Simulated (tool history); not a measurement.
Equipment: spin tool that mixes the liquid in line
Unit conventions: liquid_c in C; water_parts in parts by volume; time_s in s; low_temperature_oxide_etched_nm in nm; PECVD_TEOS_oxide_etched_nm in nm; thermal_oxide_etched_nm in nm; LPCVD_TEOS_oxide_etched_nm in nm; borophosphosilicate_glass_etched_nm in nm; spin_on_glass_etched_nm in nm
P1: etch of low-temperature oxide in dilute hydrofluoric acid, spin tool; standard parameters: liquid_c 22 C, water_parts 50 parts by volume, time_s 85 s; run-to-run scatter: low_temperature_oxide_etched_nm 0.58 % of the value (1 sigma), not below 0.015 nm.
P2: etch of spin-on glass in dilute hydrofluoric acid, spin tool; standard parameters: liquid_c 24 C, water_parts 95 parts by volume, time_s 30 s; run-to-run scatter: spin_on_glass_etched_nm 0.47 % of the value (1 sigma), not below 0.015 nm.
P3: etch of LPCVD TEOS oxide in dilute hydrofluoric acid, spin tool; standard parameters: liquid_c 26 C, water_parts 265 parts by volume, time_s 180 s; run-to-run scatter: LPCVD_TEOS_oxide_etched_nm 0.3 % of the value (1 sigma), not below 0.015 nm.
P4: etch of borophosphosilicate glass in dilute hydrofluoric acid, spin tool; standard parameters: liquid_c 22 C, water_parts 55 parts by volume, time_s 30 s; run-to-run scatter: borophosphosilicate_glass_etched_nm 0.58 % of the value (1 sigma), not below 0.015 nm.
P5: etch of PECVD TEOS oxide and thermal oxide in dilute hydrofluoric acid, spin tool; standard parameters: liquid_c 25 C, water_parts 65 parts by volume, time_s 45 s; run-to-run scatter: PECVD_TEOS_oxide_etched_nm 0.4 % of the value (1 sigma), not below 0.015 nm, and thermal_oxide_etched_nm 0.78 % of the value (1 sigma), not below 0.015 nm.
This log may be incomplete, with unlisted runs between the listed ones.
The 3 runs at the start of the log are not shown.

| run | hour | process | liquid_c | water_parts | time_s | hours since the thermometer was replaced | hours since the hydrofluoric acid flow meter was replaced | low_temperature_oxide_etched_nm | PECVD_TEOS_oxide_etched_nm | thermal_oxide_etched_nm | LPCVD_TEOS_oxide_etched_nm | borophosphosilicate_glass_etched_nm | spin_on_glass_etched_nm |
|---|---|---|---|---|---|---|---|---|---|---|---|---|---|
| 4 | 44.9 | P1 | 22 | 50 | 85 | 884.5 | 904.5 | 40.321 |  |  |  |  |  |
| 5 | 56.8 | P1 | 17 | 50 | 160 | 896.4 | 916.4 | 61.662 |  |  |  |  |  |
| 6 | 67.3 | P5 | 25 | 65 | 45 | 906.9 | 926.9 |  | 20.085 | 3.6309 |  |  |  |
| 7 | 75.4 | P1 | 17 | 50 | 85 | 915 | 935 | 32.527 |  |  |  |  |  |
| 8 | 83.7 | P3 | 26 | 265 | 180 | 923.3 | 943.3 |  |  |  | 20.405 |  |  |
| 9 | 94.7 | P1 | 27.5 | 50 | 140 | 934.3 | 954.3 | 83.389 |  |  |  |  |  |
| 10 | 104 | P4 | 22 | 55 | 30 | 943.6 | 963.6 |  |  |  |  | 36.595 |  |
| 11 | 113.9 | P3 | 26 | 380 | 180 | 953.5 | 973.5 |  |  |  | 12.698 |  |  |
| 12 | 122.8 | P5 | 18 | 65 | 45 | 962.4 | 982.4 |  | 15.095 | 2.7574 |  |  |  |
| 13 | 132.2 | P1 | 22 | 50 | 135 | 971.8 | 991.8 | 64.266 |  |  |  |  |  |
| 14 | 139.7 | P1 | 22 | 50 | 85 | 979.3 | 999.3 | 40.399 |  |  |  |  |  |
| 15 | 147.1 | P1 | 22 | 85 | 85 | 986.7 | 1006.7 | 22.877 |  |  |  |  |  |
| 16 | 158.4 | P3 | 18 | 265 | 180 | 998 | 1018 |  |  |  | 15.243 |  |  |
| 17 | 172 | P1 | 22 | 50 | 85 | 1011.6 | 1031.6 | 40.565 |  |  |  |  |  |
| 18 | 186.3 | P2 | 24 | 95 | 30 | 1025.9 | 1045.9 |  |  |  |  |  | 17.064 |
| 19 | 200.1 | P4 | 22 | 55 | 30 | 1039.7 | 1059.7 |  |  |  |  | 36.129 |  |
| 20 | 211.1 | P4 | 22 | 30 | 30 | 1050.7 | 1070.7 |  |  |  |  | 68.978 |  |
| 21 | 223.4 | P1 | 22 | 50 | 85 | 1063 | 1083 | 40.369 |  |  |  |  |  |
| 22 | 233.3 | P2 | 17 | 95 | 30 | 1072.9 | 1092.9 |  |  |  |  |  | 12.871 |
| 23 | 240.2 | P4 | 29 | 55 | 30 | 1079.8 | 1099.8 |  |  |  |  | 47.985 |  |
| 24 | 252.4 | P1 | 22 | 50 | 25 | 1092 | 1112 | 11.868 |  |  |  |  |  |
|  | 257 | thermometer replaced |
| 25 | 260 | P5 | 25 | 65 | 45 | 3.1 | 1119.6 |  | 20.201 | 3.6149 |  |  |  |
| 26 | 269.7 | P1 | 28 | 50 | 85 | 12.8 | 1129.3 | 51.783 |  |  |  |  |  |
| 27 | 278.2 | P2 | 24 | 25 | 30 | 21.3 | 1137.8 |  |  |  |  |  | 71.133 |

For run 28, what comes out?
| 28 | 286.8 | P2 | 24 | 95 | 50 | 29.9 | 1146.4 |  |  |  |  |  | ? |

{"run 28": {"spin_on_glass_etched_nm": 28.674}}

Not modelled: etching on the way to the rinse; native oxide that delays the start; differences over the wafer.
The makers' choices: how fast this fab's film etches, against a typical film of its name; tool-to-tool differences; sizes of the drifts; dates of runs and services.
